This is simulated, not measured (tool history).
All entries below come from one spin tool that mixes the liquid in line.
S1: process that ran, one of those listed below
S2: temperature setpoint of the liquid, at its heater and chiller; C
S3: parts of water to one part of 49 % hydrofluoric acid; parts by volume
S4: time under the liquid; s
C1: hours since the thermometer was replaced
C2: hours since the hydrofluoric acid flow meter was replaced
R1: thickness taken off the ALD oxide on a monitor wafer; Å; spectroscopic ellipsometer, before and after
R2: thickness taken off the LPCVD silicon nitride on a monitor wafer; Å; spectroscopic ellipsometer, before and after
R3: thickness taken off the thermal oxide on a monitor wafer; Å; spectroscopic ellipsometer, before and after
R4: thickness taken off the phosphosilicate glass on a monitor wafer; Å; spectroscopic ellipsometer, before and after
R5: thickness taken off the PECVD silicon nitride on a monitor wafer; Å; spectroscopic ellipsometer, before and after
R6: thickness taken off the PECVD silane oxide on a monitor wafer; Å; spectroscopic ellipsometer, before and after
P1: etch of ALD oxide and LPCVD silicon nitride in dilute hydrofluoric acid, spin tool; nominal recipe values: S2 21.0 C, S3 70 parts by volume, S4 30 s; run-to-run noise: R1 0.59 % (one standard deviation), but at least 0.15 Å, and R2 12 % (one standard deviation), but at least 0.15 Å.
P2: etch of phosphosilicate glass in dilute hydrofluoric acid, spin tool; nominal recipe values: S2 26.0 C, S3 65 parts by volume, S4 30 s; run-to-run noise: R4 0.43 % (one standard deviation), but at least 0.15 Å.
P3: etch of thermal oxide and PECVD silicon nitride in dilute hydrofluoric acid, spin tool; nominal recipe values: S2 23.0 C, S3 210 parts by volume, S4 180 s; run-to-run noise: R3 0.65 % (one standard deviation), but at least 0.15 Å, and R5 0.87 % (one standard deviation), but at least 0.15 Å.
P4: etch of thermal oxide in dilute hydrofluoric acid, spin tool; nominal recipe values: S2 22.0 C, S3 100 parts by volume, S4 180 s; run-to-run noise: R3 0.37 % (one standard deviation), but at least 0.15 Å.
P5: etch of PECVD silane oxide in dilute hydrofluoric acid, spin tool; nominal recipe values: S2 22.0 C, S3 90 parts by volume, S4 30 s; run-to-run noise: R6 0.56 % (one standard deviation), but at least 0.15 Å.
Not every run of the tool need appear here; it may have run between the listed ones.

{"run": 1, "hour": 5.3, "S1": "P1", "S2": 21.0, "S3": 70, "S4": 30, "C1": 1346.8, "C2": 793.9, "R1": 50.789, "R2": 1.7748}
{"run": 2, "hour": 10.6, "S1": "P4", "S2": 17.0, "S3": 100, "S4": 180, "C1": 1352.1, "C2": 799.2, "R3": 64.824}
{"run": 3, "hour": 15.9, "S1": "P2", "S2": 26.0, "S3": 100, "S4": 30, "C1": 1357.4, "C2": 804.5, "R4": 203.61}
{"run": 4, "hour": 20.4, "S1": "P1", "S2": 21.0, "S3": 70, "S4": 15, "C1": 1361.9, "C2": 809.0, "R1": 25.548, "R2": 0.96819}
{"run": 5, "hour": 25.9, "S1": "P4", "S2": 22.0, "S3": 100, "S4": 25, "C1": 1367.4, "C2": 814.5, "R3": 10.808}
{"run": 6, "hour": 34.5, "S1": "P3", "S2": 23.0, "S3": 210, "S4": 180, "C1": 1376.0, "C2": 823.1, "R3": 32.847, "R5": 28.484}
{"run": 7, "hour": 42.5, "S1": "P1", "S2": 21.0, "S3": 70, "S4": 30, "C1": 1384.0, "C2": 831.1, "R1": 50.265, "R2": 1.1877}
{"run": 8, "hour": 51.1, "S1": "P1", "S2": 21.0, "S3": 40, "S4": 30, "C1": 1392.6, "C2": 839.7, "R1": 91.867, "R2": 2.7152}
{"run": 9, "hour": 60.8, "S1": "P1", "S2": 29.5, "S3": 70, "S4": 30, "C1": 1402.3, "C2": 849.4, "R1": 70.921, "R2": 3.159}
{"run": 10, "hour": 70.8, "S1": "P5", "S2": 22.0, "S3": 90, "S4": 55, "C1": 1412.3, "C2": 859.4, "R6": 289.78}
{"run": 11, "hour": 79.9, "S1": "P4", "S2": 22.0, "S3": 100, "S4": 180, "C1": 1421.4, "C2": 868.5, "R3": 79.436}
{"run": 12, "hour": 89.5, "S1": "P1", "S2": 21.0, "S3": 70, "S4": 30, "C1": 1431.0, "C2": 878.1, "R1": 51.025, "R2": 1.7209}
{"run": 13, "hour": 95.4, "S1": "P1", "S2": 21.0, "S3": 110, "S4": 45, "C1": 1436.9, "C2": 884.0, "R1": 46.456, "R2": 1.502}
{"run": 14, "hour": 104.5, "S1": "P3", "S2": 23.0, "S3": 210, "S4": 180, "C1": 1446.0, "C2": 893.1, "R3": 32.917, "R5": 29.305}
{"run": 15, "hour": 114.3, "S1": "P5", "S2": 17.0, "S3": 90, "S4": 30, "C1": 1455.8, "C2": 902.9, "R6": 127.58}
{"run": 16, "hour": 121.1, "S1": "P5", "S2": 22.0, "S3": 90, "S4": 30, "C1": 1462.6, "C2": 909.7, "R6": 157.25}
{"run": 17, "hour": 128.3, "S1": "P2", "S2": 32.5, "S3": 65, "S4": 30, "C1": 1469.8, "C2": 916.9, "R4": 419.86}
{"run": 18, "hour": 133.9, "S1": "P2", "S2": 26.0, "S3": 65, "S4": 60, "C1": 1475.4, "C2": 922.5, "R4": 655.12}
{"run": 19, "hour": 138.4, "S1": "P1", "S2": 21.0, "S3": 70, "S4": 30, "C1": 1479.9, "C2": 927.0, "R1": 50.301, "R2": 1.7595}
{"run": 20, "hour": 147.1, "S1": "P1", "S2": 21.0, "S3": 70, "S4": 60, "C1": 1488.6, "C2": 935.7, "R1": 101.74, "R2": 4.0435}
{"run": 21, "hour": 154.2, "S1": "P1", "S2": 17.0, "S3": 70, "S4": 30, "C1": 1495.7, "C2": 942.8, "R1": 42.729, "R2": 1.1211}
{"run": 22, "hour": 162.7, "S1": "P1", "S2": 21.0, "S3": 115, "S4": 30, "C1": 1504.2, "C2": 951.3, "R1": 29.253, "R2": 0.99401}
{"run": 23, "hour": 167.2, "S1": "P2", "S2": 26.0, "S3": 65, "S4": 30, "C1": 1508.7, "C2": 955.8, "R4": 325.59}
{"run": 24, "hour": 171.8, "S1": "P4", "S2": 22.0, "S3": 165, "S4": 180, "C1": 1513.3, "C2": 960.4, "R3": 44.978}
{"run": 25, "hour": 181.3, "S1": "P3", "S2": 23.0, "S3": 210, "S4": 70, "C1": 1522.8, "C2": 969.9, "R3": 12.819, "R5": 11.196}
{"run": 26, "hour": 185.8, "S1": "P1", "S2": 21.0, "S3": 70, "S4": 30, "C1": 1527.3, "C2": 974.4, "R1": 50.413, "R2": 2.003}
{"run": 27, "hour": 191.9, "S1": "P5", "S2": 22.0, "S3": 20, "S4": 30, "C1": 1533.4, "C2": 980.5, "R6": 775.66}
{"run": 28, "hour": 196.8, "S1": "P3", "S2": 27.5, "S3": 210, "S4": 180, "C1": 1538.3, "C2": 985.4, "R3": 38.46, "R5": 38.038}
{"run": 29, "hour": 202.6, "S1": "P3", "S2": 23.0, "S3": 125, "S4": 180, "C1": 1544.1, "C2": 991.2, "R3": 60.549, "R5": 48.099}
{"run": 30, "hour": 207.8, "S1": "P1", "S2": 21.0, "S3": 70, "S4": 30, "C1": 1549.3, "C2": 996.4, "R1": 50.655, "R2": 1.6093}
{"run": 31, "hour": 216.9, "S1": "P1", "S2": 21.0, "S3": 70, "S4": 30, "C1": 1558.4, "C2": 1005.5, "R1": 52.621, "R2": 1.7594}
{"run": 32, "hour": 224.4, "S1": "P1", "S2": 21.0, "S3": 70, "S4": 30, "C1": 1565.9, "C2": 1013.0, "R1": 52.908, "R2": 1.9577}
{"run": 33, "hour": 231.1, "S1": "P1", "S2": 21.0, "S3": 70, "S4": 30, "C1": 1572.6, "C2": 1019.7, "R1": 52.534, "R2": 2.1693}
{"run": 34, "hour": 236.8, "S1": "P1", "S2": 21.0, "S3": 70, "S4": 30, "C1": 1578.3, "C2": 1025.4, "R1": 54.152, "R2": 1.5984}
{"run": 35, "hour": 245.7, "S1": "P1", "S2": 21.0, "S3": 70, "S4": 30, "C1": 1587.2, "C2": 1034.3, "R1": 54.491, "R2": 1.9198}
{"run": 36, "hour": 250.9, "S1": "P1", "S2": 21.0, "S3": 70, "S4": 30, "C1": 1592.4, "C2": 1039.5, "R1": 54.218, "R2": 2.3517}
{"run": 37, "hour": 256.6, "S1": "P1", "S2": 21.0, "S3": 70, "S4": 30, "C1": 1598.1, "C2": 1045.2, "R1": 54.587, "R2": 1.6317}
{"run": 38, "hour": 263.8, "S1": "P1", "S2": 21.0, "S3": 70, "S4": 30, "C1": 1605.3, "C2": 1052.4, "R1": 54.018, "R2": 1.888}
{"run": 39, "hour": 268.4, "S1": "P1", "S2": 21.0, "S3": 70, "S4": 30, "C1": 1609.9, "C2": 1057.0, "R1": 54.187, "R2": 1.6887}
{"run": 40, "hour": 273.8, "S1": "P1", "S2": 21.0, "S3": 70, "S4": 30, "C1": 1615.3, "C2": 1062.4, "R1": 53.686, "R2": 2.3605}
{"run": 41, "hour": 279.5, "S1": "P1", "S2": 21.0, "S3": 70, "S4": 30, "C1": 1621.0, "C2": 1068.1, "R1": 54.789, "R2": 1.9499}

Compared with where it was, what P1 gives has crept away. Each cause listed below fits the log as well as the rest, at the size given for it:
A: hydrofluoric acid flow above the setpoint (%) = 7.11
B: liquid hotter than its thermometer reads (K) = 1.81
At approximately hour 207.8, the process output began to creep.

Consider the 4 check runs below, whose results appear as question marks and each of which averages 3 wafers. Which one distinguishes the causes, in that each cause would give it a clearly different result?
{"run": "check 1", "hour": 285.2, "S1": "P4", "S2": 22.0, "S3": 100, "S4": 180, "R3": "?"}
{"run": "check 2", "hour": 285.2, "S1": "P3", "S2": 23.0, "S3": 210, "S4": 180, "R3": "?", "R5": "?"}
{"run": "check 3", "hour": 285.2, "S1": "P5", "S2": 22.0, "S3": 90, "S4": 30, "R6": "?"}
{"run": "check 4", "hour": 285.2, "S1": "P2", "S2": 26.0, "S3": 65, "S4": 30, "R4": "?"}

What every check run would give for each of its results, assuming each possible cause in turn:
check=check_1 result=R3 if_A=85.718 if_B=85.367
check=check_2 result=R3 if_A=35.914 if_B=35.317
check=check_2 result=R5 if_A=31.040 if_B=32.517
check=check_3 result=R6 if_A=169.79 if_B=169.31
check=check_4 result=R4 if_A=351.41 if_B=350.48
Smallest distance between any two causes, each pair judged by its most separating result, in per cent: check 1 0.41 %; check 2 4.65 %; check 3 0.28 %; check 4 0.26 %
Check 2 tells the causes apart: in the others they would give nearly the same result.

With check 2 done, the readings were: R3 35.412 Å; R5 32.451 Å. Identify which of the listed causes applies.

The cause is B: liquid hotter than its thermometer reads (K).

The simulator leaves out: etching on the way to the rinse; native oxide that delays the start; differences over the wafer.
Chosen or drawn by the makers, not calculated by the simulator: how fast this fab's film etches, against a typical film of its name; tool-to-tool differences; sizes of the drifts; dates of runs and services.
